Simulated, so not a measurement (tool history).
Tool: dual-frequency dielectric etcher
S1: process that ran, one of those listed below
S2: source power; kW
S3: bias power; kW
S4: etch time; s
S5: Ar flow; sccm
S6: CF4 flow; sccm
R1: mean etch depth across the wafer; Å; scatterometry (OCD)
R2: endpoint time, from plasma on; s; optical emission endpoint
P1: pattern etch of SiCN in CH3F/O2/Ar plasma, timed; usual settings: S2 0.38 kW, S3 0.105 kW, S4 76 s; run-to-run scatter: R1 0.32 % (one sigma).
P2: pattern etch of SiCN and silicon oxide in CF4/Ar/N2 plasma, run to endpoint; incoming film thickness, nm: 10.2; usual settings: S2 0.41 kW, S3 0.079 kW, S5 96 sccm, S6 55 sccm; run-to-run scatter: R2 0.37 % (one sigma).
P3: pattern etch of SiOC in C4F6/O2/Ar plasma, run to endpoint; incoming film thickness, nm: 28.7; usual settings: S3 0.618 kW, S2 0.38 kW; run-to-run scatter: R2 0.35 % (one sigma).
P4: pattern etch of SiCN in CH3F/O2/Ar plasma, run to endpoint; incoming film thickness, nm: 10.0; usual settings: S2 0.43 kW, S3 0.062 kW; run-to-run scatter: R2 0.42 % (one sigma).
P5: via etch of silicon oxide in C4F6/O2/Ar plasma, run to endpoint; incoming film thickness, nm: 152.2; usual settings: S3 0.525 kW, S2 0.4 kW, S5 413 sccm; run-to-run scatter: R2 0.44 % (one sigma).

run 1 hour=8.2 | S1=P1 S2=0.38 S3=0.105 S4=76 | R1=328.84
run 2 hour=20.7 | S1=P1 S2=0.38 S3=0.105 S4=76 | R1=330.39
run 3 hour=29.7 | S1=P1 S2=0.28 S3=0.105 S4=76 | R1=294.73
run 4 hour=37.1 | S1=P1 S2=0.5 S3=0.105 S4=76 | R1=364.95
run 5 hour=47.8 | S1=P1 S2=0.38 S3=0.105 S4=96 | R1=417.1
run 6 hour=59.6 | S1=P5 S2=0.25 S3=0.525 S5=413 | R2=41.336
run 7 hour=68.1 | S1=P4 S2=0.43 S3=0.088 | R2=24.447
run 8 hour=81.6 | S1=P1 S2=0.52 S3=0.105 S4=94 | R1=458.23
run 9 hour=95.8 | S1=P4 S2=0.25 S3=0.062 | R2=33.922
run 10 hour=102 | S1=P2 S2=0.41 S3=0.079 S5=129 S6=55 | R2=13.322
run 11 hour=116.1 | S1=P1 S2=0.38 S3=0.105 S4=76 | R1=331.14
-- hour=123.4 bias power generator calibrated
run 12 hour=128.3 | S1=P1 S2=0.38 S3=0.105 S4=76 | R1=329.99
run 13 hour=140.2 | S1=P3 S2=0.21 S3=0.618 | R2=11.232
run 14 hour=147.9 | S1=P2 S2=0.41 S3=0.079 S5=96 S6=40 | R2=13.312
run 15 hour=160.4 | S1=P4 S2=0.43 S3=0.062 | R2=27.574
run 16 hour=167.4 | S1=P5 S2=0.4 S3=0.525 S5=264 | R2=32.946
run 17 hour=175.9 | S1=P1 S2=0.38 S3=0.105 S4=76 | R1=330.91
run 18 hour=186.7 | S1=P1 S2=0.47 S3=0.134 S4=76 | R1=392.93
run 19 hour=195.2 | S1=P1 S2=0.38 S3=0.068 S4=76 | R1=282.12
run 20 hour=205.2 | S1=P1 S2=0.38 S3=0.132 S4=76 | R1=357.87
run 21 hour=211.8 | S1=P2 S2=0.41 S3=0.079 S5=96 S6=55 | R2=12.735
-- hour=213.6 wet clean of the chamber
run 22 hour=220.7 | S1=P1 S2=0.26 S3=0.105 S4=50.5 | R1=191.56
run 23 hour=234.4 | S1=P3 S2=0.38 S3=0.787 | R2=8.3077
run 24 hour=248.4 | S1=P3 S2=0.38 S3=0.618 | R2=9.0983
run 25 hour=257.8 | S1=P1 S2=0.38 S3=0.105 S4=42 | R1=182.01
run 26 hour=269.9 | S1=P2 S2=0.57 S3=0.079 S5=96 S6=55 | R2=9.6307
run 27 hour=279.5 | S1=P5 S2=0.4 S3=0.525 S5=413 | R2=34.827
run 28 hour=291 | S1=P1 S2=0.38 S3=0.105 S4=76 | R1=330.29
run 29 hour=297.3 | S1=P5 S2=0.4 S3=0.66 S5=413 | R2=31.86
run 30 hour=308.5 | S1=P1 S2=0.38 S3=0.105 S4=76 | R1=330.22
run 31 hour=322.5 | S1=P2 S2=0.41 S3=0.098 S5=96 S6=55 | R2=11.857
run 32 hour=328.9 | S1=P1 S2=0.38 S3=0.105 S4=76 | R1=331.25
run 33 hour=340.1 | S1=P1 S2=0.38 S3=0.105 S4=76 | R1=327.79
run 34 hour=352 | S1=P1 S2=0.38 S3=0.105 S4=76 | R1=326.57
run 35 hour=365.9 | S1=P1 S2=0.38 S3=0.105 S4=76 | R1=325.34
run 36 hour=373.1 | S1=P1 S2=0.38 S3=0.105 S4=76 | R1=324.63
run 37 hour=381.7 | S1=P1 S2=0.38 S3=0.105 S4=76 | R1=325.03
run 38 hour=395.4 | S1=P1 S2=0.38 S3=0.105 S4=76 | R1=323.68
-- hour=395.9 wet clean of the chamber
run 39 hour=405.6 | S1=P1 S2=0.38 S3=0.105 S4=76 | R1=323.07
run 40 hour=416.7 | S1=P1 S2=0.38 S3=0.105 S4=76 | R1=325.66
run 41 hour=430.9 | S1=P1 S2=0.38 S3=0.105 S4=76 | R1=325.22

What P1 gives has crept away from where it was. These 2 causes fit the log equally well, each at the size given:
A: bias power that arrives under what is set, % = 4.65
B: source power that arrives under what is set, % = 4.8
The creep began at about hour 328.9.
Why every other cause is out:
chamber walls in a state that lowers the etch rate, %: serviced at hour 395.9, which brought nothing back

4 check runs are offered, each on 2 wafers whose results are averaged, their results left as question marks. Which one tells the causes apart?
run check 1 hour=445.1 | S1=P3 S2=0.22 S3=0.727 | R2=?
run check 2 hour=445.1 | S1=P5 S2=0.25 S3=0.525 S5=413 | R2=?
run check 3 hour=445.1 | S1=P4 S2=0.26 S3=0.083 | R2=?
run check 4 hour=445.1 | S1=P2 S2=0.41 S3=0.079 S5=110 S6=55 | R2=?

What each check would give under each cause:
check=check_1 result=R2 if_A=10.603 if_B=10.589
check=check_2 result=R2 if_A=42.006 if_B=41.993
check=check_3 result=R2 if_A=30.553 if_B=30.565
check=check_4 result=R2 if_A=13.214 if_B=13.558
How far apart the two closest causes lie, in the result that separates them most: check 1 0.14 %; check 2 0.03 %; check 3 0.04 %; check 4 2.57 %
Only check 4 tells the causes apart: in the others they would give nearly the same result.

Then check 4 was run and gave: R2 13.534 s. Which cause is it?

It is B: source power that arrives under what is set, %.
